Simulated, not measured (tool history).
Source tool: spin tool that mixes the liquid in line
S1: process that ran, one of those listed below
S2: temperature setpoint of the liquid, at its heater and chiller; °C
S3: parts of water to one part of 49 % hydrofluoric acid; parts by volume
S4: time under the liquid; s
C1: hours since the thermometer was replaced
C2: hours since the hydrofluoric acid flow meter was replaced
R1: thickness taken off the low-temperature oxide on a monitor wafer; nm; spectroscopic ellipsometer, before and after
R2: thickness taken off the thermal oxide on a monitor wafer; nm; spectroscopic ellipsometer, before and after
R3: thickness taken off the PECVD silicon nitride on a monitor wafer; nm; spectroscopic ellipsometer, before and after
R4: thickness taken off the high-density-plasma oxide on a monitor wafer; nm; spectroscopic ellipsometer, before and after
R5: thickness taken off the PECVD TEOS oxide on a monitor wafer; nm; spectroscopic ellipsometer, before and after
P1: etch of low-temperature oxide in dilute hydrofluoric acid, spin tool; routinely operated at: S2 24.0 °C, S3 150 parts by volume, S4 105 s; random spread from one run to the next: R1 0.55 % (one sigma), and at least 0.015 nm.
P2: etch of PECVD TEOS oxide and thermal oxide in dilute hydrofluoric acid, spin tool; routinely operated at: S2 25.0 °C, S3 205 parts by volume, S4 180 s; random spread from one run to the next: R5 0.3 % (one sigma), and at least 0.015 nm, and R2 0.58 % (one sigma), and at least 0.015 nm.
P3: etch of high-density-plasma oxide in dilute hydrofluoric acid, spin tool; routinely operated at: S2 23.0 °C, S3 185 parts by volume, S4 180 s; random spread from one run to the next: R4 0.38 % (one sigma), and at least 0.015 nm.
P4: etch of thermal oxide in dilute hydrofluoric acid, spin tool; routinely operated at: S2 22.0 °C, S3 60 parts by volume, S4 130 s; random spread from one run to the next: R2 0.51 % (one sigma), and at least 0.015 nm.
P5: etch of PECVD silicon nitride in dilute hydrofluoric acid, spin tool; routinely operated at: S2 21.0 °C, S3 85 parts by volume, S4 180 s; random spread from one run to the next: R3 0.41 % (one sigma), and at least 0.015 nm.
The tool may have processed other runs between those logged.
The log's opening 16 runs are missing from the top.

Run 17, hour 199.8: S1 P5, S2 17.0 °C, S3 85 parts by volume, S4 180 s; C1 99.1; C2 1637.6. Result: R3 4.40350 nm.
Run 18, hour 208.8: S1 P1, S2 24.0 °C, S3 150 parts by volume, S4 105 s; C1 108.1; C2 1646.6. Result: R1 23.8170 nm.
Run 19, hour 219.3: S1 P1, S2 19.0 °C, S3 150 parts by volume, S4 105 s; C1 118.6; C2 1657.1. Result: R1 19.3650 nm.
Run 20, hour 232.4: S1 P3, S2 23.0 °C, S3 185 parts by volume, S4 180 s; C1 131.7; C2 1670.2. Result: R4 6.64780 nm.
Run 21, hour 243.3: S1 P1, S2 17.0 °C, S3 150 parts by volume, S4 145 s; C1 142.6; C2 1681.1. Result: R1 24.4520 nm.
Run 22, hour 258.1: S1 P4, S2 22.0 °C, S3 35 parts by volume, S4 130 s; C1 157.4; C2 1695.9. Result: R2 17.0250 nm.
Run 23, hour 266.9: S1 P1, S2 24.0 °C, S3 85 parts by volume, S4 105 s; C1 166.2; C2 1704.7. Result: R1 44.9830 nm.
Run 24, hour 279.0: S1 P1, S2 31.0 °C, S3 85 parts by volume, S4 105 s; C1 178.3; C2 1716.8. Result: R1 59.5780 nm.
Run 25, hour 292.2: S1 P1, S2 24.0 °C, S3 45 parts by volume, S4 205 s; C1 191.5; C2 1730.0. Result: R1 175.3400 nm.
Run 26, hour 304.7: S1 P1, S2 24.0 °C, S3 150 parts by volume, S4 105 s; C1 204.0; C2 1742.5. Result: R1 23.4830 nm.
Run 27, hour 318.8: S1 P1, S2 24.0 °C, S3 150 parts by volume, S4 105 s; C1 218.1; C2 1756.6. Result: R1 23.5360 nm.
Run 28, hour 333.4: S1 P4, S2 22.0 °C, S3 60 parts by volume, S4 130 s; C1 232.7; C2 1771.2. Result: R2 9.5581 nm.
Run 29, hour 346.6: S1 P2, S2 25.0 °C, S3 205 parts by volume, S4 90 s; C1 245.9; C2 1784.4. Result: R2 2.0146 nm, R5 6.7446 nm.
Run 30, hour 360.0: S1 P1, S2 24.0 °C, S3 150 parts by volume, S4 105 s; C1 259.3; C2 1797.8. Result: R1 23.5640 nm.
Run 31, hour 370.8: S1 P5, S2 21.0 °C, S3 85 parts by volume, S4 180 s; C1 270.1; C2 1808.6. Result: R3 5.78490 nm.
Run 32, hour 383.2: S1 P2, S2 25.0 °C, S3 205 parts by volume, S4 180 s; C1 282.5; C2 1821.0. Result: R2 3.8958 nm, R5 13.4400 nm.
Run 33, hour 393.2: S1 P1, S2 24.0 °C, S3 150 parts by volume, S4 180 s; C1 292.5; C2 1831.0. Result: R1 40.6000 nm.

The next listed run, before its measurement:
Run 34, hour 408.6: S1 P1, S2 24.0 °C, S3 150 parts by volume, S4 105 s; C1 307.9; C2 1846.4. Result: R1 ?.

R1: 23.5700 nm
